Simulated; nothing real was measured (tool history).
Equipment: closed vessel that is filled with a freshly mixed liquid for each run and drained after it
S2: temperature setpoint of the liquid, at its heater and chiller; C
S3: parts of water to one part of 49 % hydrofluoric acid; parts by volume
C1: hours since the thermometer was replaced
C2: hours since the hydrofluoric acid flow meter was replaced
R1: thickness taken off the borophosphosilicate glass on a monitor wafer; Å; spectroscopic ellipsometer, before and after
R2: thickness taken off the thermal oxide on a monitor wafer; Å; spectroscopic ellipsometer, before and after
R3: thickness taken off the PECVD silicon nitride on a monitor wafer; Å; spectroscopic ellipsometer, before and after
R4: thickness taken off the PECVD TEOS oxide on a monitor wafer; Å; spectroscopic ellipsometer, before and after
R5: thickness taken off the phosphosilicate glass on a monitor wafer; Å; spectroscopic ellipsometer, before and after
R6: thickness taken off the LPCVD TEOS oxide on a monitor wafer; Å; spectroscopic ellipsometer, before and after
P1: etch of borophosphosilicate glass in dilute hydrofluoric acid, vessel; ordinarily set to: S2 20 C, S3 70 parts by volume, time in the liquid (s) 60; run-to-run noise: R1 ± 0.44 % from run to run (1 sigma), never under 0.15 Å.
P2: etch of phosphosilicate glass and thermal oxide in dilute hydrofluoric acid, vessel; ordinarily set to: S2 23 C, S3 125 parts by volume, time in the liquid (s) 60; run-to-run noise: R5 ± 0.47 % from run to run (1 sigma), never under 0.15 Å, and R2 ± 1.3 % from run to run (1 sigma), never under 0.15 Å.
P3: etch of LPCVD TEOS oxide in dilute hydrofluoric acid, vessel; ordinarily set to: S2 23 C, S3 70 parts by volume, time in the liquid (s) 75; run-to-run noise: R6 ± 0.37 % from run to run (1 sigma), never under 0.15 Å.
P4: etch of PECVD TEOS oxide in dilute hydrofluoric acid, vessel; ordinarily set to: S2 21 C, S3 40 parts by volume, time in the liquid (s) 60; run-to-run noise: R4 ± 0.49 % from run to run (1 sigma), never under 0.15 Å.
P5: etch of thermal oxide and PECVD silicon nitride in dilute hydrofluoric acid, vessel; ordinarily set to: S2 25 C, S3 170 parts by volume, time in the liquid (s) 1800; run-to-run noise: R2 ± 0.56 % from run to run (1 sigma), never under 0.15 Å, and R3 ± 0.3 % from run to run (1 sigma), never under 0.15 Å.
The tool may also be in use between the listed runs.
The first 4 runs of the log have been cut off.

{"run": 5, "hour": 52.2, "process that ran": "P4", "S2": 21, "S3": 60, "time in the liquid (s)": 60, "C1": 429.6, "C2": 1116.6, "R4": 212.24}
{"run": 6, "hour": 61.4, "process that ran": "P1", "S2": 20, "S3": 70, "time in the liquid (s)": 60, "C1": 438.8, "C2": 1125.8, "R1": 363.75}
{"run": 7, "hour": 67.8, "process that ran": "P2", "S2": 18.5, "S3": 125, "time in the liquid (s)": 60, "C1": 445.2, "C2": 1132.2, "R2": 17.322, "R5": 447.22}
{"run": 8, "hour": 74.6, "process that ran": "P4", "S2": 21, "S3": 40, "time in the liquid (s)": 60, "C1": 452, "C2": 1139, "R4": 324.74}
{"run": 9, "hour": 81.7, "process that ran": "P4", "S2": 17, "S3": 40, "time in the liquid (s)": 60, "C1": 459.1, "C2": 1146.1, "R4": 275.9}
{"run": 10, "hour": 90.1, "process that ran": "P5", "S2": 25, "S3": 310, "time in the liquid (s)": 1800, "C1": 467.5, "C2": 1154.5, "R2": 243.75, "R3": 109.04}
{"run": 11, "hour": 101.1, "process that ran": "P1", "S2": 20, "S3": 70, "time in the liquid (s)": 60, "C1": 478.5, "C2": 1165.5, "R1": 358.95}
{"run": 12, "hour": 114.0, "process that ran": "P1", "S2": 20, "S3": 25, "time in the liquid (s)": 60, "C1": 491.4, "C2": 1178.4, "R1": 1067.5}
{"run": 13, "hour": 121.4, "process that ran": "P2", "S2": 23, "S3": 180, "time in the liquid (s)": 60, "C1": 498.8, "C2": 1185.8, "R2": 13.484, "R5": 346.67}
{"run": 14, "hour": 132.1, "process that ran": "P3", "S2": 17, "S3": 70, "time in the liquid (s)": 75, "C1": 509.5, "C2": 1196.5, "R6": 268.46}
{"run": 15, "hour": 143.2, "process that ran": "P4", "S2": 21, "S3": 40, "time in the liquid (s)": 60, "C1": 520.6, "C2": 1207.6, "R4": 325.09}
{"run": 16, "hour": 151.1, "process that ran": "P1", "S2": 20, "S3": 70, "time in the liquid (s)": 115, "C1": 528.5, "C2": 1215.5, "R1": 692.31}
{"run": 17, "hour": 160.3, "process that ran": "P5", "S2": 32, "S3": 170, "time in the liquid (s)": 1800, "C1": 537.7, "C2": 1224.7, "R2": 656.16, "R3": 304.06}
{"run": 18, "hour": 167.8, "process that ran": "P3", "S2": 23, "S3": 70, "time in the liquid (s)": 40, "C1": 545.2, "C2": 1232.2, "R6": 184.32}
{"run": 19, "hour": 178.0, "process that ran": "P1", "S2": 20, "S3": 70, "time in the liquid (s)": 60, "C1": 555.4, "C2": 1242.4, "R1": 358.97}
{"run": 20, "hour": 185.9, "process that ran": "P5", "S2": 25, "S3": 170, "time in the liquid (s)": 1800, "C1": 563.3, "C2": 1250.3, "R2": 510.58, "R3": 197.03}
{"run": 21, "hour": 197.5, "process that ran": "P1", "S2": 20, "S3": 70, "time in the liquid (s)": 30, "C1": 574.9, "C2": 1261.9, "R1": 182.33}
{"run": 22, "hour": 208.6, "process that ran": "P1", "S2": 20, "S3": 70, "time in the liquid (s)": 60, "C1": 586, "C2": 1273, "R1": 364.22}
{"run": 23, "hour": 217.4, "process that ran": "P1", "S2": 24, "S3": 70, "time in the liquid (s)": 85, "C1": 594.8, "C2": 1281.8, "R1": 608.49}
{"run": 24, "hour": 227.0, "process that ran": "P1", "S2": 20, "S3": 70, "time in the liquid (s)": 60, "C1": 604.4, "C2": 1291.4, "R1": 358.99}
{"run": 25, "hour": 234.3, "process that ran": "P3", "S2": 23, "S3": 110, "time in the liquid (s)": 75, "C1": 611.7, "C2": 1298.7, "R6": 209.32}

Run 26, settings as shown, results not yet in. Your forecast:
{"run": 26, "hour": 243.0, "process that ran": "P3", "S2": 23, "S3": 70, "time in the liquid (s)": 75, "C1": 620.4, "C2": 1307.4, "R6": "?"}

{"run 26": {"R6": 347.02}}
